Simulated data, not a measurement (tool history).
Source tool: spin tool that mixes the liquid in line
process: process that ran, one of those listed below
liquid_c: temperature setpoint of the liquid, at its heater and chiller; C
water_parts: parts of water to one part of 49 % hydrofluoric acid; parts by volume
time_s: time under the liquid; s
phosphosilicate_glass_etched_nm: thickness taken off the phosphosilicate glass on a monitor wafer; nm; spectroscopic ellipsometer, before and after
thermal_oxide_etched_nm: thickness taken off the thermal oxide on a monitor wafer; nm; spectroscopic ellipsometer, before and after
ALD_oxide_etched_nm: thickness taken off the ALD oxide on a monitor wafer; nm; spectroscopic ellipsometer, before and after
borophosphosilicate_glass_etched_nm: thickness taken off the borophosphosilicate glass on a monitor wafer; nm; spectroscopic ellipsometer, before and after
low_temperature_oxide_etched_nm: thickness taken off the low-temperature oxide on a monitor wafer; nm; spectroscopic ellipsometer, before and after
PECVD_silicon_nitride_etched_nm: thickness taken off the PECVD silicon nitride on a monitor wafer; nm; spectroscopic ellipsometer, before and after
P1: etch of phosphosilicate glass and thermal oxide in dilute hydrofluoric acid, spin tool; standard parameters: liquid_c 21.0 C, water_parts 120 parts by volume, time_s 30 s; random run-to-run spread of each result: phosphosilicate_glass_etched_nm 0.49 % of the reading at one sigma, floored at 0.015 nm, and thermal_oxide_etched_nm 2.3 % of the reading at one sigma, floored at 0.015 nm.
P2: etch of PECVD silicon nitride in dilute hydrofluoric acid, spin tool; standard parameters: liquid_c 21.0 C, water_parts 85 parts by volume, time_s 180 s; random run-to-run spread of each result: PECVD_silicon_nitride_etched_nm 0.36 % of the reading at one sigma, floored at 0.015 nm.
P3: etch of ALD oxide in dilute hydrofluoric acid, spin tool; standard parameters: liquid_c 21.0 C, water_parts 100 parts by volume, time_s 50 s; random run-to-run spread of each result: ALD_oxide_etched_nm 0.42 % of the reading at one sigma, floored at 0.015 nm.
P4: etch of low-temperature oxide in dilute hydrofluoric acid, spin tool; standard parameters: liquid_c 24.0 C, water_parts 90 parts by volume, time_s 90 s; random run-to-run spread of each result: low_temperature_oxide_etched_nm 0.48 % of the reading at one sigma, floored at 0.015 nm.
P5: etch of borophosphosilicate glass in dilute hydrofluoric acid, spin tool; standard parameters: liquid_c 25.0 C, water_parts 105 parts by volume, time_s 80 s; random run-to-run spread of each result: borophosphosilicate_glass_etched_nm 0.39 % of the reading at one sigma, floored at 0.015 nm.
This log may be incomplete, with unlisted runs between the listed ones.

run,hour,process,liquid_c,water_parts,time_s,hours since the thermometer was replaced,hours since the hydrofluoric acid flow meter was replaced,phosphosilicate_glass_etched_nm,thermal_oxide_etched_nm,ALD_oxide_etched_nm,borophosphosilicate_glass_etched_nm,low_temperature_oxide_etched_nm,PECVD_silicon_nitride_etched_nm
1,10.9,P1,21.0,120,30,1887.3,918.5,43.551,1.01370,,,,
2,19.1,P3,21.0,60,50,1895.5,926.7,,,11.1130,,,
3,34.5,P5,18.0,105,80,1910.9,942.1,,,,18.252,,
4,48.2,P1,25.5,120,30,1924.6,955.8,52.372,1.22120,,,,
5,60.5,P4,24.0,90,90,1936.9,968.1,,,,,34.6630,
6,75.5,P1,21.0,120,30,1951.9,983.1,43.674,0.98183,,,,
7,88.6,P3,21.0,100,50,1965.0,996.2,,,6.3533,,,
8,104.4,P1,17.0,80,30,1980.8,1012.0,58.045,1.28460,,,,
9,116.2,P5,25.0,105,80,1992.6,1023.8,,,,24.090,,
10,131.9,P3,21.0,100,50,2008.3,1039.5,,,6.3048,,,
11,144.0,P1,21.0,120,15,2020.4,1051.6,21.882,0.49781,,,,
12,159.5,P1,21.0,45,30,2035.9,1067.1,127.250,2.83950,,,,
13,168.1,P4,24.0,90,15,2044.5,1075.7,,,,,5.7867,
14,182.0,P4,32.5,90,90,2058.4,1089.6,,,,,48.4040,
15,195.4,P5,25.0,105,150,2071.8,1103.0,,,,45.275,,
16,209.0,P1,17.0,120,45,2085.4,1116.6,55.411,1.30280,,,,
# hour 210.8: thermometer replaced
17,219.5,P5,25.0,25,80,8.8,1127.1,,,,113.110,,
18,235.6,P2,21.0,85,15,24.9,1143.2,,,,,,0.52309
19,246.7,P1,21.0,120,30,36.0,1154.3,44.197,0.99676,,,,
20,258.2,P2,21.0,30,180,47.5,1165.8,,,,,,17.10700
21,265.3,P4,24.0,20,90,54.6,1172.9,,,,,171.6600,
22,277.0,P2,17.0,85,180,66.3,1184.6,,,,,,4.71980

Run 23 comes next. What will it give?
23,286.2,P1,21.0,120,55,75.5,1193.8,?,?,,,,

phosphosilicate_glass_etched_nm: 80.382 nm
thermal_oxide_etched_nm: 1.80800 nm
